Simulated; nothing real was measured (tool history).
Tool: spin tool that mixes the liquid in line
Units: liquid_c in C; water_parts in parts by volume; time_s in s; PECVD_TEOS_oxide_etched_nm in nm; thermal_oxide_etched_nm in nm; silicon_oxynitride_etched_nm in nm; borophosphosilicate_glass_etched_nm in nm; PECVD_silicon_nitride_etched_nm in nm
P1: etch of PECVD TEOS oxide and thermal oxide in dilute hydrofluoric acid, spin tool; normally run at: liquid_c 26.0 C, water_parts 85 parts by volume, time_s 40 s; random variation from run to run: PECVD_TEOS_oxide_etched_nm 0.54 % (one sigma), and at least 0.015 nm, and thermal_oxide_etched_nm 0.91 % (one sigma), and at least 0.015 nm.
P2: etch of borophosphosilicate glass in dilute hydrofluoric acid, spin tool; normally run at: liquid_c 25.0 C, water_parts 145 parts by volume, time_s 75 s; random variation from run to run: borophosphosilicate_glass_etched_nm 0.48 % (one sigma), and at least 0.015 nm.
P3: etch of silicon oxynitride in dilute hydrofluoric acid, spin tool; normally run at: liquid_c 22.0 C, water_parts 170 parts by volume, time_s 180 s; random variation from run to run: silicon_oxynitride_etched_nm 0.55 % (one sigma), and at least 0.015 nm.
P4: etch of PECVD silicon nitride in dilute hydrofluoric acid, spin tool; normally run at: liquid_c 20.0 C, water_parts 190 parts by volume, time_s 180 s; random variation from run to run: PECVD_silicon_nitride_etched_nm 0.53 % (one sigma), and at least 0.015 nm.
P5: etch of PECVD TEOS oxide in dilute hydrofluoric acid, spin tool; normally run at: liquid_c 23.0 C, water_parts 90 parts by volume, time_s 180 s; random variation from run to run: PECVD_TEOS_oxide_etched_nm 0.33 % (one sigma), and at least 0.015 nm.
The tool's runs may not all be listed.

run	day	process	liquid_c	water_parts	time_s	hours since the thermometer was replaced	hours since the hydrofluoric acid flow meter was replaced	PECVD_TEOS_oxide_etched_nm	thermal_oxide_etched_nm	silicon_oxynitride_etched_nm	borophosphosilicate_glass_etched_nm	PECVD_silicon_nitride_etched_nm
1	0.404	P1	26.0	85	40	1507.1	280.6	12.4600	2.3110			
2	0.983	P3	22.0	170	180	1521.0	294.5			4.2582		
3	1.438	P1	26.0	85	40	1531.9	305.4	12.3710	2.3298			
4	1.804	P1	26.0	85	20	1540.7	314.2	6.2392	1.1709			
5	2.154	P2	32.0	145	75	1549.1	322.6				31.324	
6	2.562	P1	26.0	85	40	1558.9	332.4	12.4390	2.3347			
7	3.100	P1	26.0	85	40	1571.8	345.3	12.3860	2.3511			
8	3.646	P1	20.0	85	40	1584.9	358.4	9.7049	1.8447			
9	4.200	P3	22.0	170	100	1598.2	371.7			2.3646		
10	4.683	P3	22.0	250	180	1609.8	383.3			2.7599		
11	5.254	P1	31.5	85	40	1623.5	397.0	15.3730	2.9013			
12	5.621	P2	25.0	145	75	1632.3	405.8				24.003	
13	5.883	P1	26.0	50	40	1638.6	412.1	22.1270	4.2350			
14	6.346	P3	17.0	170	180	1649.7	423.2			3.3904		
15	6.838	P4	20.0	120	180	1661.5	435.0					6.5589
16	7.400	P2	25.0	70	75	1675.0	448.5				54.837	
17	7.754	P1	21.5	30	40	1683.5	457.0	31.5030	5.8304			
18	8.017	P2	25.0	145	120	1689.8	463.3				38.472	
19	8.546	P4	20.0	190	275	1702.5	476.0					6.4810
20	8.829	P5	18.0	90	180	1709.3	482.8	14.1030				
21	9.254	P5	23.0	90	15	1719.5	493.0	1.4410				
22	9.683	P1	26.0	85	40	1729.8	503.3	12.3990	2.3528			
23	10.171	P1	26.0	85	70	1741.5	515.0	21.5780	4.0535			
24	10.692	P5	23.0	125	180	1754.0	527.5	12.0050				
25	11.042	P4	20.0	190	180	1762.4	535.9					4.2062
26	11.617	P5	23.0	90	180	1776.2	549.7	17.2880				
27	11.942	P1	26.0	85	40	1784.0	557.5	12.4730	2.3008			
28	12.229	P4	20.0	190	180	1790.9	564.4					4.2063
29	12.742	P3	22.0	170	180	1803.2	576.7			4.2354		
30	13.221	P1	26.0	125	40	1814.7	588.2	8.0541	1.5376			
31	13.812	P4	27.0	190	180	1828.9	602.4					6.6242
32	14.196	P2	25.0	145	75	1838.1	611.6				24.058	
33	14.467	P1	26.0	85	40	1844.6	618.1	12.3380	2.3150			
34	14.988	P1	26.0	85	40	1857.1	630.6	12.7670	2.4147			
35	15.475	P1	26.0	85	40	1868.8	642.3	13.0640	2.4421			
36	16.000	P1	26.0	85	40	1881.4	654.9	13.3250	2.4866			
37	16.279	P1	26.0	85	40	1888.1	661.6	13.3000	2.5057			
38	16.742	P1	26.0	85	40	1899.2	672.7	13.5260	2.4410			
39	17.192	P1	26.0	85	40	1910.0	683.5	13.6420	2.5679			
40	17.596	P1	26.0	85	40	1919.7	693.2	13.4650	2.5478			
41	18.038	P1	26.0	85	40	1930.3	703.8	13.5840	2.5339			
42	18.562	P1	26.0	85	40	1942.9	716.4	13.5320	2.5315			
43	19.138	P1	26.0	85	40	1956.7	730.2	13.4810	2.5475			

What P1 gives has crept away from where it was. These 2 causes fit the log equally well, each at the size given:
A: liquid hotter than its thermometer reads (K) = 2.28
B: hydrofluoric acid flow above the setpoint (%) = 8.33
The creep began at about day 14.467.

4 check runs are offered, one wafer each, their results left as question marks. Which one tells the causes apart?
check 1	19.712	P2	25.0	145	75						?	
check 2	19.712	P5	23.0	90	180			?				
check 3	19.712	P4	20.0	190	180							?
check 4	19.712	P3	22.0	170	180					?		

What each check would give under each cause:
check	result	if A	if B
check 1	borophosphosilicate_glass_etched_nm	26.289	26.490
check 2	PECVD_TEOS_oxide_etched_nm	18.9790	18.9330
check 3	PECVD_silicon_nitride_etched_nm	4.9036	4.5684
check 4	silicon_oxynitride_etched_nm	4.7291	4.6599
How far apart the two closest causes lie, in the result that separates them most: check 1 0.76 %; check 2 0.24 %; check 3 7.08 %; check 4 1.48 %
Check 3 tells the causes apart: in the others they would give nearly the same result.

Check 3 was then run and gave: PECVD_silicon_nitride_etched_nm 4.5501 nm. Which cause is it?

It is B: hydrofluoric acid flow above the setpoint (%).
